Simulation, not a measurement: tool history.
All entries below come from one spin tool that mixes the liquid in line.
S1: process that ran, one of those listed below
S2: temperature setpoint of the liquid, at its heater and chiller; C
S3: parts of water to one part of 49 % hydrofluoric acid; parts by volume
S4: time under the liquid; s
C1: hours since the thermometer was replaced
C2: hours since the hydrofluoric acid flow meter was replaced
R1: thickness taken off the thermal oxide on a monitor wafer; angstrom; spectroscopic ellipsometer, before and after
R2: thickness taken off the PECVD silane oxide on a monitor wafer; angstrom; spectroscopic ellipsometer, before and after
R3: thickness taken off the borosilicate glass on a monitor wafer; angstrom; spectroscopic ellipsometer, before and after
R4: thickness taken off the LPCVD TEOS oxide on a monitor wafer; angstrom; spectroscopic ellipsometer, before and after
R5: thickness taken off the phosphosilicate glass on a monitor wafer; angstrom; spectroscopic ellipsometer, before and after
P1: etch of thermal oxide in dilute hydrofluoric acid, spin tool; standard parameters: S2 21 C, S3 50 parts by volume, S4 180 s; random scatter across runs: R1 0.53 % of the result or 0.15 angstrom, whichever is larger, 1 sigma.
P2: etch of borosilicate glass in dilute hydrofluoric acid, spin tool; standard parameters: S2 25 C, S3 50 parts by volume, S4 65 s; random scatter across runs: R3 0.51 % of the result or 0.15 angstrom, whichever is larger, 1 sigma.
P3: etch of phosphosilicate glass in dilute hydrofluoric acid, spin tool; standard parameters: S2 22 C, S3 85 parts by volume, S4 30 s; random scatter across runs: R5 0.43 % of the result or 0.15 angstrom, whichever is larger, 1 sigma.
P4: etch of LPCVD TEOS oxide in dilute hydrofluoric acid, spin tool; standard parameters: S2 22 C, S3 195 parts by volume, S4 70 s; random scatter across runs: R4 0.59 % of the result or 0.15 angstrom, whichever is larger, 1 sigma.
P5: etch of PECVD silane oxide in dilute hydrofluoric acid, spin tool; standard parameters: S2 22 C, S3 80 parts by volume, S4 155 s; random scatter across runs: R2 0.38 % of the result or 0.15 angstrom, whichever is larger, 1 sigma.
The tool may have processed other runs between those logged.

run 1 hour=15.4 | S1=P1 S2=21 S3=50 S4=180 | C1=798.1 C2=1794.1 | R1=158.27
run 2 hour=31.6 | S1=P5 S2=22 S3=80 S4=155 | C1=814.3 C2=1810.3 | R2=348.35
run 3 hour=45 | S1=P1 S2=21 S3=50 S4=320 | C1=827.7 C2=1823.7 | R1=282.96
run 4 hour=56.9 | S1=P2 S2=25 S3=50 S4=65 | C1=839.6 C2=1835.6 | R3=312.67
run 5 hour=71.3 | S1=P4 S2=17 S3=195 S4=70 | C1=854 C2=1850 | R4=52.095
run 6 hour=82.6 | S1=P1 S2=17.5 S3=50 S4=85 | C1=865.3 C2=1861.3 | R1=63.9
run 7 hour=97.5 | S1=P4 S2=22 S3=195 S4=70 | C1=880.2 C2=1876.2 | R4=63.386
run 8 hour=112.6 | S1=P3 S2=22 S3=85 S4=30 | C1=895.3 C2=1891.3 | R5=544.59
run 9 hour=120.8 | S1=P1 S2=21 S3=50 S4=15 | C1=903.5 C2=1899.5 | R1=13.144
run 10 hour=137.5 | S1=P5 S2=22 S3=80 S4=20 | C1=920.2 C2=1916.2 | R2=44.852
run 11 hour=145.5 | S1=P1 S2=21 S3=20 S4=85 | C1=928.2 C2=1924.2 | R1=193.26
run 12 hour=154.2 | S1=P1 S2=21 S3=50 S4=180 | C1=936.9 C2=1932.9 | R1=157.31
run 13 hour=163.2 | S1=P1 S2=25 S3=30 S4=180 | C1=945.9 C2=1941.9 | R1=317.1
run 14 hour=179.2 | S1=P4 S2=22 S3=355 S4=70 | C1=961.9 C2=1957.9 | R4=29.836
run 15 hour=196.5 | S1=P1 S2=21 S3=90 S4=180 | C1=979.2 C2=1975.2 | R1=83.389
run 16 hour=211.1 | S1=P2 S2=31.5 S3=50 S4=65 | C1=993.8 C2=1989.8 | R3=401.61
run 17 hour=220.2 | S1=P2 S2=25 S3=50 S4=15 | C1=1002.9 C2=1998.9 | R3=72.43
run 18 hour=228.4 | S1=P1 S2=21 S3=50 S4=180 | C1=1011.1 C2=2007.1 | R1=158.31
run 19 hour=241.5 | S1=P5 S2=22 S3=80 S4=155 | C1=1024.2 C2=2020.2 | R2=348.96
run 20 hour=251.1 | S1=P3 S2=22 S3=20 S4=30 | C1=1033.8 C2=2029.8 | R5=2509.3
run 21 hour=262.7 | S1=P3 S2=22 S3=85 S4=15 | C1=1045.4 C2=2041.4 | R5=272.45
run 22 hour=278.8 | S1=P2 S2=25 S3=50 S4=65 | C1=1061.5 C2=2057.5 | R3=308.33
run 23 hour=295.2 | S1=P1 S2=21 S3=20 S4=180 | C1=1077.9 C2=2073.9 | R1=405.27
run 24 hour=308.6 | S1=P5 S2=17 S3=80 S4=155 | C1=1091.3 C2=2087.3 | R2=283.26
run 25 hour=321.5 | S1=P1 S2=17 S3=50 S4=180 | C1=1104.2 C2=2100.2 | R1=132.94
run 26 hour=337.8 | S1=P5 S2=22 S3=20 S4=155 | C1=1120.5 C2=2116.5 | R2=1502.5
run 27 hour=349.6 | S1=P1 S2=21 S3=50 S4=180 | C1=1132.3 C2=2128.3 | R1=156.84
run 28 hour=361.9 | S1=P1 S2=21 S3=50 S4=180 | C1=1144.6 C2=2140.6 | R1=159.31
run 29 hour=371.9 | S1=P3 S2=27.5 S3=85 S4=30 | C1=1154.6 C2=2150.6 | R5=676.45
run 30 hour=384.6 | S1=P2 S2=25 S3=20 S4=65 | C1=1167.3 C2=2163.3 | R3=813.58
run 31 hour=392.7 | S1=P1 S2=28.5 S3=50 S4=180 | C1=1175.4 C2=2171.4 | R1=214.25
run 32 hour=401.1 | S1=P4 S2=22 S3=195 S4=125 | C1=1183.8 C2=2179.8 | R4=113.67
run 33 hour=412.4 | S1=P1 S2=21 S3=50 S4=180 | C1=1195.1 C2=2191.1 | R1=155.94
run 34 hour=429.9 | S1=P1 S2=21 S3=50 S4=180 | C1=1212.6 C2=2208.6 | R1=151.05
run 35 hour=438.4 | S1=P1 S2=21 S3=50 S4=180 | C1=1221.1 C2=2217.1 | R1=147.56
run 36 hour=449.5 | S1=P1 S2=21 S3=50 S4=180 | C1=1232.2 C2=2228.2 | R1=146.08
run 37 hour=465 | S1=P1 S2=21 S3=50 S4=180 | C1=1247.7 C2=2243.7 | R1=146.4
run 38 hour=474 | S1=P1 S2=21 S3=50 S4=180 | C1=1256.7 C2=2252.7 | R1=145.73
run 39 hour=487.4 | S1=P1 S2=21 S3=50 S4=180 | C1=1270.1 C2=2266.1 | R1=144.74

The output of P1 has drifted from where it used to be. Each of the 2 causes below, taken at the size shown beside it, accounts for the log equally well:
A: hydrofluoric acid flow below the setpoint (%) = 7.3
B: liquid colder than its thermometer reads (K) = 1.9
The process output started creeping at around hour 412.4.

Below are 4 check runs, each averaged over 3 wafers, with their results shown as question marks. Which of them would give clearly different results depending on which cause is behind the drift?
run check 1 hour=500.8 | S1=P3 S2=22 S3=25 S4=15 | R5=?
run check 2 hour=500.8 | S1=P2 S2=25 S3=20 S4=25 | R3=?
run check 3 hour=500.8 | S1=P4 S2=22 S3=340 S4=70 | R4=?
run check 4 hour=500.8 | S1=P5 S2=17 S3=45 S4=155 | R2=?

Outcome of each check run for each possible cause:
check=check_1 result=R5 if_A=925.21 if_B=922.23
check=check_2 result=R3 if_A=289.1 if_B=288.4
check=check_3 result=R4 if_A=28.564 if_B=29.512
check=check_4 result=R2 if_A=481.98 if_B=480.14
Distance between the nearest two causes, measured in the result of the check that separates them most: check 1 0.32 %; check 2 0.24 %; check 3 3.27 %; check 4 0.38 %
Check 3 tells the causes apart: in the others they would give nearly the same result.

Check 3 was then run and gave: R4 29.672 angstrom. Which cause is it?

B is the cause: liquid colder than its thermometer reads (K).
